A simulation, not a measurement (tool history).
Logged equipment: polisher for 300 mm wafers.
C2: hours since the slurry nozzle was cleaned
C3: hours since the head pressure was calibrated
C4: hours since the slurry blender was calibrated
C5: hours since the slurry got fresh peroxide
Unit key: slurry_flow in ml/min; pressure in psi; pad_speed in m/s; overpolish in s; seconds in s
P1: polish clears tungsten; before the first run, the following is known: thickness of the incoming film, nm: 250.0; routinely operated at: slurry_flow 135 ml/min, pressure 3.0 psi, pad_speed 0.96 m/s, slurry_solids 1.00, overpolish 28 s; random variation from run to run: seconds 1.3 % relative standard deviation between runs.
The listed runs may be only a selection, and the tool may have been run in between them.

{"run": 1, "hour": 11.7, "slurry_flow": 135, "pressure": 3.0, "pad_speed": 0.96, "slurry_solids": 1.0, "overpolish": 28, "wafers polished on this pad": 460, "C2": 140.4, "C3": 407.3, "C4": 137.4, "C5": 82.5, "seconds": 64.09}
{"run": 2, "hour": 19.5, "slurry_flow": 135, "pressure": 1.7, "pad_speed": 0.96, "slurry_solids": 1.0, "overpolish": 28, "wafers polished on this pad": 539, "C2": 148.2, "C3": 415.1, "C4": 145.2, "C5": 90.3, "seconds": 112.65}
{"run": 3, "hour": 27.4, "slurry_flow": 195, "pressure": 3.0, "pad_speed": 0.96, "slurry_solids": 0.55, "overpolish": 28, "wafers polished on this pad": 619, "C2": 156.1, "C3": 423.0, "C4": 153.1, "C5": 98.2, "seconds": 68.908}
{"run": 4, "hour": 36.9, "slurry_flow": 135, "pressure": 3.0, "pad_speed": 0.96, "slurry_solids": 1.0, "overpolish": 28, "wafers polished on this pad": 715, "C2": 165.6, "C3": 432.5, "C4": 162.6, "C5": 107.7, "seconds": 64.639}
{"run": 5, "hour": 49.2, "slurry_flow": 135, "pressure": 3.0, "pad_speed": 0.96, "slurry_solids": 1.0, "overpolish": 28, "wafers polished on this pad": 840, "C2": 177.9, "C3": 444.8, "C4": 174.9, "C5": 120.0, "seconds": 63.179}
{"run": 6, "hour": 58.7, "slurry_flow": 135, "pressure": 3.0, "pad_speed": 0.96, "slurry_solids": 0.7, "overpolish": 28, "wafers polished on this pad": 936, "C2": 187.4, "C3": 454.3, "C4": 184.4, "C5": 129.5, "seconds": 69.95}
{"run": 7, "hour": 70.2, "slurry_flow": 135, "pressure": 3.0, "pad_speed": 0.96, "slurry_solids": 1.0, "overpolish": 28, "wafers polished on this pad": 1053, "C2": 198.9, "C3": 465.8, "C4": 195.9, "C5": 141.0, "seconds": 62.863}
{"run": 8, "hour": 84.5, "slurry_flow": 210, "pressure": 3.0, "pad_speed": 0.96, "slurry_solids": 1.0, "overpolish": 28, "wafers polished on this pad": 1197, "C2": 213.2, "C3": 480.1, "C4": 210.2, "C5": 155.3, "seconds": 58.721}
{"run": 9, "hour": 98.8, "slurry_flow": 135, "pressure": 3.0, "pad_speed": 0.5, "slurry_solids": 1.0, "overpolish": 28, "wafers polished on this pad": 1342, "C2": 227.5, "C3": 494.4, "C4": 224.5, "C5": 169.6, "seconds": 123.25}
{"run": 10, "hour": 113.2, "slurry_flow": 80, "pressure": 3.0, "pad_speed": 0.96, "slurry_solids": 1.0, "overpolish": 28, "wafers polished on this pad": 1488, "C2": 241.9, "C3": 508.8, "C4": 238.9, "C5": 184.0, "seconds": 72.364}
{"run": 11, "hour": 121.1, "slurry_flow": 135, "pressure": 4.4, "pad_speed": 0.96, "slurry_solids": 1.0, "overpolish": 28, "wafers polished on this pad": 1568, "C2": 249.8, "C3": 516.7, "C4": 246.8, "C5": 191.9, "seconds": 44.418}
{"run": 12, "hour": 131.8, "slurry_flow": 135, "pressure": 3.0, "pad_speed": 1.2, "slurry_solids": 1.0, "overpolish": 28, "wafers polished on this pad": 1677, "C2": 260.5, "C3": 527.4, "C4": 257.5, "C5": 202.6, "seconds": 51.653}
{"run": 13, "hour": 138.5, "slurry_flow": 190, "pressure": 3.0, "pad_speed": 0.96, "slurry_solids": 1.0, "overpolish": 8, "wafers polished on this pad": 1744, "C2": 267.2, "C3": 534.1, "C4": 264.2, "C5": 209.3, "seconds": 60.478}
{"run": 14, "hour": 146.2, "slurry_flow": 135, "pressure": 3.0, "pad_speed": 0.96, "slurry_solids": 1.3, "overpolish": 28, "wafers polished on this pad": 1822, "C2": 274.9, "C3": 541.8, "C4": 271.9, "C5": 217.0, "seconds": 60.556}
{"run": 15, "hour": 158.3, "slurry_flow": 135, "pressure": 3.0, "pad_speed": 0.96, "slurry_solids": 1.0, "overpolish": 8, "wafers polished on this pad": 1945, "C2": 287.0, "C3": 553.9, "C4": 284.0, "C5": 229.1, "seconds": 64.053}
{"run": 16, "hour": 165.4, "slurry_flow": 135, "pressure": 3.0, "pad_speed": 0.96, "slurry_solids": 1.0, "overpolish": 55, "wafers polished on this pad": 2017, "C2": 294.1, "C3": 561.0, "C4": 291.1, "C5": 236.2, "seconds": 63.902}
{"run": 17, "hour": 178.9, "slurry_flow": 135, "pressure": 3.0, "pad_speed": 0.96, "slurry_solids": 1.0, "overpolish": 28, "wafers polished on this pad": 2154, "C2": 307.6, "C3": 574.5, "C4": 304.6, "C5": 249.7, "seconds": 63.572}
{"run": 18, "hour": 186.4, "slurry_flow": 135, "pressure": 3.0, "pad_speed": 0.96, "slurry_solids": 1.0, "overpolish": 28, "wafers polished on this pad": 2229, "C2": 315.1, "C3": 582.0, "C4": 312.1, "C5": 257.2, "seconds": 65.434}
{"run": 19, "hour": 194.2, "slurry_flow": 135, "pressure": 3.0, "pad_speed": 0.96, "slurry_solids": 1.0, "overpolish": 28, "wafers polished on this pad": 2308, "C2": 322.9, "C3": 589.8, "C4": 319.9, "C5": 265.0, "seconds": 64.771}
{"run": 20, "hour": 207.3, "slurry_flow": 135, "pressure": 3.0, "pad_speed": 0.96, "slurry_solids": 1.0, "overpolish": 28, "wafers polished on this pad": 2441, "C2": 336.0, "C3": 602.9, "C4": 333.0, "C5": 278.1, "seconds": 68.233}
{"run": 21, "hour": 222.1, "slurry_flow": 135, "pressure": 3.0, "pad_speed": 0.96, "slurry_solids": 1.0, "overpolish": 28, "wafers polished on this pad": 2591, "C2": 350.8, "C3": 617.7, "C4": 347.8, "C5": 292.9, "seconds": 69.05}
{"run": 22, "hour": 235.7, "slurry_flow": 135, "pressure": 3.0, "pad_speed": 0.96, "slurry_solids": 1.0, "overpolish": 28, "wafers polished on this pad": 2729, "C2": 364.4, "C3": 631.3, "C4": 361.4, "C5": 306.5, "seconds": 69.773}
{"hour": 243.4, "done": "worn pad replaced by a new one"}
{"run": 23, "hour": 246.0, "slurry_flow": 135, "pressure": 3.0, "pad_speed": 0.96, "slurry_solids": 1.0, "overpolish": 28, "wafers polished on this pad": 26, "C2": 374.7, "C3": 641.6, "C4": 371.7, "C5": 316.8, "seconds": 69.802}
{"hour": 255.7, "done": "head pressure recalibrated"}
{"hour": 257.2, "done": "slurry blender recalibrated"}
{"run": 24, "hour": 260.4, "slurry_flow": 135, "pressure": 3.0, "pad_speed": 0.96, "slurry_solids": 1.0, "overpolish": 28, "wafers polished on this pad": 172, "C2": 389.1, "C3": 4.8, "C4": 3.3, "C5": 331.2, "seconds": 71.713}
{"run": 25, "hour": 271.7, "slurry_flow": 135, "pressure": 3.0, "pad_speed": 0.96, "slurry_solids": 1.0, "overpolish": 28, "wafers polished on this pad": 286, "C2": 400.4, "C3": 16.1, "C4": 14.6, "C5": 342.5, "seconds": 71.184}
{"run": 26, "hour": 282.8, "slurry_flow": 135, "pressure": 3.0, "pad_speed": 0.96, "slurry_solids": 1.0, "overpolish": 28, "wafers polished on this pad": 399, "C2": 411.5, "C3": 27.2, "C4": 25.7, "C5": 353.6, "seconds": 68.757}
{"run": 27, "hour": 294.8, "slurry_flow": 135, "pressure": 3.0, "pad_speed": 0.96, "slurry_solids": 1.0, "overpolish": 28, "wafers polished on this pad": 520, "C2": 423.5, "C3": 39.2, "C4": 37.7, "C5": 365.6, "seconds": 72.782}

What P1 gives has crept away from where it was. These 2 causes fit the log equally well, each at the size given:
A: slurry flow missing at the pad, % = 36.6
B: peroxide lost from the slurry, % = 23.9
The onset of the drift is placed at about hour 186.4.
What rules out each remaining cause:
removal rate lost through wear of the pad, %: maintenance at hour 243.4, after the shift began, did not return the process to its former output
head's pressure below its setpoint, %: maintenance at hour 255.7, after the shift began, did not return the process to its former output
abrasive missing from the slurry, %: maintenance at hour 257.2, after the shift began, did not return the process to its former output

4 check runs are offered, each on 3 wafers whose results are averaged, their results left as question marks. Which one tells the causes apart?
{"run": "check 1", "hour": 306.8, "slurry_flow": 135, "pressure": 3.0, "pad_speed": 0.96, "slurry_solids": 1.0, "overpolish": 49, "seconds": "?"}
{"run": "check 2", "hour": 306.8, "slurry_flow": 135, "pressure": 3.0, "pad_speed": 0.52, "slurry_solids": 1.0, "overpolish": 11, "seconds": "?"}
{"run": "check 3", "hour": 306.8, "slurry_flow": 135, "pressure": 4.2, "pad_speed": 0.96, "slurry_solids": 1.0, "overpolish": 28, "seconds": "?"}
{"run": "check 4", "hour": 306.8, "slurry_flow": 85, "pressure": 3.0, "pad_speed": 0.96, "slurry_solids": 1.0, "overpolish": 42, "seconds": "?"}

How each check would come out, cause by cause:
check=check_1 result=seconds if_A=71.557 if_B=71.552
check=check_2 result=seconds if_A=132.110 if_B=132.100
check=check_3 result=seconds if_A=51.112 if_B=51.108
check=check_4 result=seconds if_A=84.095 if_B=79.820
Distance between the nearest two causes, measured in the result of the check that separates them most: check 1 0.01 %; check 2 0.01 %; check 3 0.01 %; check 4 5.22 %
The other checks would show nearly matching results whichever cause is true, so check 4 is the only one that separates the causes.

Then check 4 was run and gave: seconds 83.961 s. Which cause is it?

It was cause A: slurry flow missing at the pad, %.
